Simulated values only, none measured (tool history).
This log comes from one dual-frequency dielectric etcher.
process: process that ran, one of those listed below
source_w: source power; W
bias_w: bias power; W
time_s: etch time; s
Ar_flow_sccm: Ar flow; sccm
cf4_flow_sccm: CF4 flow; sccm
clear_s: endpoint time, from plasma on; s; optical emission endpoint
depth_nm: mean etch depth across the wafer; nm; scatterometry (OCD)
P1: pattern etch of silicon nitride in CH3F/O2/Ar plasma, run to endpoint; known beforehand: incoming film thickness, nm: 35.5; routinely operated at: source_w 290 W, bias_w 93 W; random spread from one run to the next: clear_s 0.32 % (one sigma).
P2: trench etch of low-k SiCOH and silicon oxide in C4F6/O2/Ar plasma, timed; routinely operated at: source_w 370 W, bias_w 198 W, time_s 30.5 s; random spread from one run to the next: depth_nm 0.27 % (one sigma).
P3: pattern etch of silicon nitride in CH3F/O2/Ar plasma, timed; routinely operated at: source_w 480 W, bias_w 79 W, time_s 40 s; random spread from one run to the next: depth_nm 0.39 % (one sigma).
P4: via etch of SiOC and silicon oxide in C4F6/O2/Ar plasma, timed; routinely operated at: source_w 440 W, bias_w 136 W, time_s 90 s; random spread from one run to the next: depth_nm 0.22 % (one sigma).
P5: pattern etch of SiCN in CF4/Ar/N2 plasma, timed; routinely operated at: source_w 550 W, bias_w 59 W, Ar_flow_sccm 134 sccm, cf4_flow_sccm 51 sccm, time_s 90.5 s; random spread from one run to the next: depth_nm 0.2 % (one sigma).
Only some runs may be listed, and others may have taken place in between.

| run | hour | process | source_w | bias_w | time_s | Ar_flow_sccm | cf4_flow_sccm | clear_s | depth_nm |
|---|---|---|---|---|---|---|---|---|---|
| 1 | 9.8 | P1 | 290 | 93 |  |  |  | 50.841 |  |
| 2 | 19.4 | P3 | 390 | 79 | 40 |  |  |  | 28.871 |
| 3 | 36.9 | P3 | 480 | 79 | 40 |  |  |  | 31.015 |
| 4 | 53.8 | P5 | 550 | 59 | 116.5 | 134 | 51 |  | 99.377 |
| 5 | 67.9 | P2 | 370 | 198 | 30.5 |  |  |  | 100.08 |
| 6 | 85.6 | P4 | 440 | 136 | 90 |  |  |  | 96.798 |
| 7 | 93.5 | P2 | 300 | 198 | 30.5 |  |  |  | 92.723 |
| 8 | 108.5 | P5 | 550 | 41 | 90.5 | 134 | 51 |  | 67.586 |
| 9 | 122.3 | P3 | 480 | 79 | 22 |  |  |  | 17.155 |
| 10 | 132.3 | P4 | 440 | 106 | 90 |  |  |  | 89.909 |
| 11 | 149.4 | P5 | 550 | 59 | 90.5 | 134 | 68 |  | 80.894 |
| 12 | 164.1 | P1 | 240 | 118 |  |  |  | 49.896 |  |
| 13 | 181 | P1 | 230 | 93 |  |  |  | 55.68 |  |
| 14 | 195.8 | P5 | 550 | 59 | 90.5 | 134 | 51 |  | 76.824 |
| 15 | 205.4 | P1 | 290 | 93 |  |  |  | 51.097 |  |
| 16 | 219.9 | P1 | 200 | 129 |  |  |  | 51.336 |  |
| 17 | 227.8 | P1 | 290 | 93 |  |  |  | 50.939 |  |
| 18 | 242.7 | P5 | 680 | 59 | 90.5 | 134 | 51 |  | 92.418 |
| 19 | 255.4 | P1 | 290 | 128 |  |  |  | 45.202 |  |
| 20 | 264.8 | P1 | 190 | 78 |  |  |  | 63.941 |  |
| 21 | 281.6 | P5 | 550 | 59 | 90.5 | 174 | 51 |  | 73.227 |
| 22 | 298.7 | P1 | 290 | 65 |  |  |  | 58.035 |  |
| 23 | 311 | P2 | 370 | 281 | 30.5 |  |  |  | 112.89 |
| 24 | 326.5 | P4 | 340 | 136 | 90 |  |  |  | 87.87 |
| 25 | 342.4 | P1 | 380 | 93 |  |  |  | 46.189 |  |
| 26 | 360.4 | P4 | 440 | 136 | 125 |  |  |  | 134.9 |
| 27 | 371.9 | P2 | 370 | 198 | 17 |  |  |  | 56.005 |
| 28 | 388.5 | P1 | 290 | 93 |  |  |  | 51.039 |  |
| 29 | 398.2 | P2 | 370 | 198 | 30.5 |  |  |  | 100.15 |
| 30 | 412.1 | P3 | 480 | 110 | 40 |  |  |  | 35.08 |
| 31 | 420 | P3 | 480 | 79 | 40 |  |  |  | 31.072 |
| 32 | 429 | P1 | 290 | 93 |  |  |  | 51.359 |  |
| 33 | 437.7 | P1 | 290 | 93 |  |  |  | 50.963 |  |
| 34 | 452.1 | P1 | 290 | 93 |  |  |  | 50.594 |  |
|  | 466.6 | wet clean of the chamber |
| 35 | 468.4 | P1 | 290 | 93 |  |  |  | 50.459 |  |
| 36 | 477.2 | P1 | 290 | 93 |  |  |  | 50.278 |  |
| 37 | 488.4 | P1 | 290 | 93 |  |  |  | 50.496 |  |
| 38 | 502.1 | P1 | 290 | 93 |  |  |  | 50.36 |  |
| 39 | 515.2 | P1 | 290 | 93 |  |  |  | 50.263 |  |

P1 has crept away from where it was. The log is fitted equally well by each of these 2 causes, at the sizes shown:
A: source power that arrives over what is set, % = 4.34
B: bias power that arrives over what is set, % = 4.34
The onset of the drift is placed at about hour 429.
All other causes, with the reason each is excluded:
chamber walls in a state that raises the etch rate, %: serviced after onset, at hour 466.6, with no recovery of the prior output

4 check runs are offered, one wafer each, their results left as question marks. Which one tells the causes apart?
| check 1 | 528.3 | P3 | 480 | 105 | 22 |  |  |  | ? |
| check 2 | 528.3 | P4 | 440 | 108 | 110 |  |  |  | ? |
| check 3 | 528.3 | P5 | 550 | 59 | 90.5 | 134 | 66 |  | ? |
| check 4 | 528.3 | P2 | 370 | 263 | 17 |  |  |  | ? |

How each check would come out, cause by cause:
| check | result | if A | if B |
|---|---|---|---|
| check 1 | depth_nm | 19.247 | 19.243 |
| check 2 | depth_nm | 112.96 | 112.4 |
| check 3 | depth_nm | 83.785 | 81.921 |
| check 4 | depth_nm | 62.491 | 62.393 |
Minimum pairwise separation of causes per check, each pair taken at its best-separating result: check 1 0.02 %; check 2 0.49 %; check 3 2.25 %; check 4 0.16 %
The causes can be told apart only by check 3. The other checks would give nearly the same results under each of them.

Check 3 was carried out, with these results: depth_nm 81.937 nm. Which of the listed causes is responsible?

The correct cause is B, namely: bias power that arrives over what is set, %.
